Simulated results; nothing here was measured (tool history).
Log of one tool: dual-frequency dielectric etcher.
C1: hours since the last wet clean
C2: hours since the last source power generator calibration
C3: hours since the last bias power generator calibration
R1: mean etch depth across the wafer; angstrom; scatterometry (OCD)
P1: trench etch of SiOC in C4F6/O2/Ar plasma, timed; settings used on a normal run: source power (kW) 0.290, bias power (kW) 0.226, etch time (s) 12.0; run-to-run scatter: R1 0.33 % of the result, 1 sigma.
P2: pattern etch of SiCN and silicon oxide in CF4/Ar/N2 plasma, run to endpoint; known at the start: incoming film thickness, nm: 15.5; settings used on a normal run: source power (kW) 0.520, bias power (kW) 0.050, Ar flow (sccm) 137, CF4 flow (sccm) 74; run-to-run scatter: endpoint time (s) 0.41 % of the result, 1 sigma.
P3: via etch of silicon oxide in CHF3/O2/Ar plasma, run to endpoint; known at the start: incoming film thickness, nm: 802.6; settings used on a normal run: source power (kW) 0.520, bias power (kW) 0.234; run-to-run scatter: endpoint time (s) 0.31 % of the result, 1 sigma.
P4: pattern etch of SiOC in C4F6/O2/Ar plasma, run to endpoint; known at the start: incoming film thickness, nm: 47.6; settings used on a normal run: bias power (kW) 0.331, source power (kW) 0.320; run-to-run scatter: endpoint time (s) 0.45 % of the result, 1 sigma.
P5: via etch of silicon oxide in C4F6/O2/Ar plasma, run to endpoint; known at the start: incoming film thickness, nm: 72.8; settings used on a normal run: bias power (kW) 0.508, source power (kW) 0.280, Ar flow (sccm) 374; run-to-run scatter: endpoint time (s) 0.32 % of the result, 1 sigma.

run 1 hour=4.0 | process_that_ran=P1 source_power_(kW)=0.290 bias_power_(kW)=0.226 etch_time_(s)=12.0 | C1=147.7 C2=608.0 C3=1001.9 | R1=237.49
run 2 hour=6.3 | process_that_ran=P1 source_power_(kW)=0.370 bias_power_(kW)=0.226 etch_time_(s)=12.0 | C1=150.0 C2=610.3 C3=1004.2 | R1=258.69
run 3 hour=8.6 | process_that_ran=P1 source_power_(kW)=0.200 bias_power_(kW)=0.263 etch_time_(s)=12.0 | C1=152.3 C2=612.6 C3=1006.5 | R1=216.39
run 4 hour=12.9 | process_that_ran=P1 source_power_(kW)=0.290 bias_power_(kW)=0.226 etch_time_(s)=12.0 | C1=156.6 C2=616.9 C3=1010.8 | R1=235.84
run 5 hour=16.4 | process_that_ran=P1 source_power_(kW)=0.290 bias_power_(kW)=0.226 etch_time_(s)=6.5 | C1=160.1 C2=620.4 C3=1014.3 | R1=128.22
run 6 hour=20.1 | process_that_ran=P1 source_power_(kW)=0.290 bias_power_(kW)=0.186 etch_time_(s)=12.0 | C1=163.8 C2=624.1 C3=1018.0 | R1=221.35
run 7 hour=22.4 | process_that_ran=P2 source_power_(kW)=0.430 bias_power_(kW)=0.050 Ar_flow_(sccm)=137 CF4_flow_(sccm)=74 | C1=166.1 C2=626.4 C3=1020.3 | endpoint_time_(s)=21.972
run 8 hour=26.5 | process_that_ran=P3 source_power_(kW)=0.520 bias_power_(kW)=0.324 | C1=170.2 C2=630.5 C3=1024.4 | endpoint_time_(s)=349.180
run 9 hour=30.3 | process_that_ran=P4 source_power_(kW)=0.320 bias_power_(kW)=0.331 | C1=174.0 C2=634.3 C3=1028.2 | endpoint_time_(s)=20.346
run 10 hour=33.9 | process_that_ran=P1 source_power_(kW)=0.290 bias_power_(kW)=0.303 etch_time_(s)=12.0 | C1=177.6 C2=637.9 C3=1031.8 | R1=260.72
run 11 hour=38.1 | process_that_ran=P5 source_power_(kW)=0.280 bias_power_(kW)=0.508 Ar_flow_(sccm)=374 | C1=181.8 C2=642.1 C3=1036.0 | endpoint_time_(s)=19.475
run 12 hour=42.3 | process_that_ran=P1 source_power_(kW)=0.180 bias_power_(kW)=0.226 etch_time_(s)=12.0 | C1=186.0 C2=646.3 C3=1040.2 | R1=197.26
run 13 hour=45.9 | process_that_ran=P5 source_power_(kW)=0.220 bias_power_(kW)=0.508 Ar_flow_(sccm)=374 | C1=189.6 C2=649.9 C3=1043.8 | endpoint_time_(s)=21.441
run 14 hour=48.8 | process_that_ran=P4 source_power_(kW)=0.320 bias_power_(kW)=0.205 | C1=192.5 C2=652.8 C3=1046.7 | endpoint_time_(s)=24.053
run 15 hour=51.9 | process_that_ran=P4 source_power_(kW)=0.320 bias_power_(kW)=0.331 | C1=195.6 C2=655.9 C3=1049.8 | endpoint_time_(s)=20.334
run 16 hour=53.8 | process_that_ran=P5 source_power_(kW)=0.280 bias_power_(kW)=0.657 Ar_flow_(sccm)=374 | C1=197.5 C2=657.8 C3=1051.7 | endpoint_time_(s)=17.680
run 17 hour=57.6 | process_that_ran=P4 source_power_(kW)=0.200 bias_power_(kW)=0.331 | C1=201.3 C2=661.6 C3=1055.5 | endpoint_time_(s)=24.332
run 18 hour=60.9 | process_that_ran=P2 source_power_(kW)=0.520 bias_power_(kW)=0.050 Ar_flow_(sccm)=137 CF4_flow_(sccm)=102 | C1=204.6 C2=664.9 C3=1058.8 | endpoint_time_(s)=17.485
run 19 hour=64.6 | process_that_ran=P1 source_power_(kW)=0.290 bias_power_(kW)=0.226 etch_time_(s)=17.5 | C1=208.3 C2=668.6 C3=1062.5 | R1=344.69
run 20 hour=66.5 | process_that_ran=P5 source_power_(kW)=0.280 bias_power_(kW)=0.508 Ar_flow_(sccm)=453 | C1=210.2 C2=670.5 C3=1064.4 | endpoint_time_(s)=20.005
run 21 hour=70.3 | process_that_ran=P1 source_power_(kW)=0.290 bias_power_(kW)=0.226 etch_time_(s)=12.0 | C1=214.0 C2=674.3 C3=1068.2 | R1=236.72
run 22 hour=73.5 | process_that_ran=P2 source_power_(kW)=0.520 bias_power_(kW)=0.066 Ar_flow_(sccm)=137 CF4_flow_(sccm)=74 | C1=217.2 C2=677.5 C3=1071.4 | endpoint_time_(s)=16.933
run 23 hour=77.3 | process_that_ran=P2 source_power_(kW)=0.520 bias_power_(kW)=0.050 Ar_flow_(sccm)=185 CF4_flow_(sccm)=74 | C1=221.0 C2=681.3 C3=1075.2 | endpoint_time_(s)=19.632
run 24 hour=81.1 | process_that_ran=P1 source_power_(kW)=0.290 bias_power_(kW)=0.226 etch_time_(s)=12.0 | C1=224.8 C2=685.1 C3=1079.0 | R1=235.64
run 25 hour=83.8 | process_that_ran=P1 source_power_(kW)=0.290 bias_power_(kW)=0.226 etch_time_(s)=12.0 | C1=227.5 C2=687.8 C3=1081.7 | R1=235.51
run 26 hour=87.8 | process_that_ran=P3 source_power_(kW)=0.300 bias_power_(kW)=0.234 | C1=231.5 C2=691.8 C3=1085.7 | endpoint_time_(s)=482.130
run 27 hour=90.9 | process_that_ran=P3 source_power_(kW)=0.520 bias_power_(kW)=0.234 | C1=234.6 C2=694.9 C3=1088.8 | endpoint_time_(s)=392.530
run 28 hour=94.8 | process_that_ran=P1 source_power_(kW)=0.290 bias_power_(kW)=0.226 etch_time_(s)=12.0 | C1=238.5 C2=698.8 C3=1092.7 | R1=235.71
run 29 hour=96.7 | process_that_ran=P1 source_power_(kW)=0.290 bias_power_(kW)=0.226 etch_time_(s)=12.0 | C1=240.4 C2=700.7 C3=1094.6 | R1=235.93
run 30 hour=98.6 | process_that_ran=P2 source_power_(kW)=0.520 bias_power_(kW)=0.050 Ar_flow_(sccm)=137 CF4_flow_(sccm)=74 | C1=242.3 C2=702.6 C3=1096.5 | endpoint_time_(s)=18.363
run 31 hour=102.7 | process_that_ran=P3 source_power_(kW)=0.520 bias_power_(kW)=0.234 | C1=246.4 C2=706.7 C3=1100.6 | endpoint_time_(s)=390.600
run 32 hour=106.7 | process_that_ran=P1 source_power_(kW)=0.290 bias_power_(kW)=0.226 etch_time_(s)=12.0 | C1=250.4 C2=710.7 C3=1104.6 | R1=235.67
run 33 hour=108.8 | process_that_ran=P1 source_power_(kW)=0.290 bias_power_(kW)=0.226 etch_time_(s)=12.0 | C1=252.5 C2=712.8 C3=1106.7 | R1=235.45
run 34 hour=111.7 | process_that_ran=P1 source_power_(kW)=0.290 bias_power_(kW)=0.226 etch_time_(s)=12.0 | C1=255.4 C2=715.7 C3=1109.6 | R1=234.24
run 35 hour=113.5 | process_that_ran=P1 source_power_(kW)=0.290 bias_power_(kW)=0.226 etch_time_(s)=12.0 | C1=257.2 C2=717.5 C3=1111.4 | R1=233.25
run 36 hour=116.0 | process_that_ran=P1 source_power_(kW)=0.290 bias_power_(kW)=0.226 etch_time_(s)=12.0 | C1=259.7 C2=720.0 C3=1113.9 | R1=232.98
run 37 hour=119.3 | process_that_ran=P1 source_power_(kW)=0.290 bias_power_(kW)=0.226 etch_time_(s)=12.0 | C1=263.0 C2=723.3 C3=1117.2 | R1=234.61
-- hour=119.4 wet clean of the chamber
run 38 hour=123.1 | process_that_ran=P1 source_power_(kW)=0.290 bias_power_(kW)=0.226 etch_time_(s)=12.0 | C1=3.8 C2=727.1 C3=1121.0 | R1=232.06
run 39 hour=126.6 | process_that_ran=P1 source_power_(kW)=0.290 bias_power_(kW)=0.226 etch_time_(s)=12.0 | C1=7.3 C2=730.6 C3=1124.5 | R1=232.23
run 40 hour=128.9 | process_that_ran=P1 source_power_(kW)=0.290 bias_power_(kW)=0.226 etch_time_(s)=12.0 | C1=9.6 C2=732.9 C3=1126.8 | R1=231.67
run 41 hour=131.3 | process_that_ran=P1 source_power_(kW)=0.290 bias_power_(kW)=0.226 etch_time_(s)=12.0 | C1=12.0 C2=735.3 C3=1129.2 | R1=231.96
run 42 hour=134.9 | process_that_ran=P1 source_power_(kW)=0.290 bias_power_(kW)=0.226 etch_time_(s)=12.0 | C1=15.6 C2=738.9 C3=1132.8 | R1=231.32

P1 no longer gives what it gave before; its output has crept away from where it was. The following 2 causes, each at its listed size, fit the log equally well:
A: source power that arrives under what is set, % = 4.19
B: bias power that arrives under what is set, % = 4.73
At approximately hour 106.7, the process output began to creep.
Every other cause this tool's parts could produce, and why it does not fit the log:
chamber walls in a state that lowers the etch rate, %: serviced after onset, at hour 119.4, with no recovery of the prior output

The list below offers 4 check runs, each averaging the results of 2 wafers, and shows each result as a question mark. For which of them would the listed causes give clearly different results?
run check 1 hour=138.5 | process_that_ran=P3 source_power_(kW)=0.520 bias_power_(kW)=0.234 | endpoint_time_(s)=?
run check 2 hour=138.5 | process_that_ran=P2 source_power_(kW)=0.520 bias_power_(kW)=0.050 Ar_flow_(sccm)=137 CF4_flow_(sccm)=74 | endpoint_time_(s)=?
run check 3 hour=138.5 | process_that_ran=P5 source_power_(kW)=0.280 bias_power_(kW)=0.508 Ar_flow_(sccm)=374 | endpoint_time_(s)=?
run check 4 hour=138.5 | process_that_ran=P4 source_power_(kW)=0.320 bias_power_(kW)=0.331 | endpoint_time_(s)=?

How each check would come out, cause by cause:
check=check_1 result=endpoint_time_(s) if_A=397.390 if_B=397.830
check=check_2 result=endpoint_time_(s) if_A=19.186 if_B=18.758
check=check_3 result=endpoint_time_(s) if_A=19.855 if_B=19.910
check=check_4 result=endpoint_time_(s) if_A=20.699 if_B=20.721
Per-check spread between the two closest causes, in the result where they differ most: check 1 0.11 %; check 2 2.26 %; check 3 0.27 %; check 4 0.11 %
The other checks would show nearly matching results whichever cause is true, so check 2 is the only one that separates the causes.

Running check 2 produced the following: endpoint time (s) 18.837. Which one of the listed causes fits?

The correct cause is B, namely: bias power that arrives under what is set, %.

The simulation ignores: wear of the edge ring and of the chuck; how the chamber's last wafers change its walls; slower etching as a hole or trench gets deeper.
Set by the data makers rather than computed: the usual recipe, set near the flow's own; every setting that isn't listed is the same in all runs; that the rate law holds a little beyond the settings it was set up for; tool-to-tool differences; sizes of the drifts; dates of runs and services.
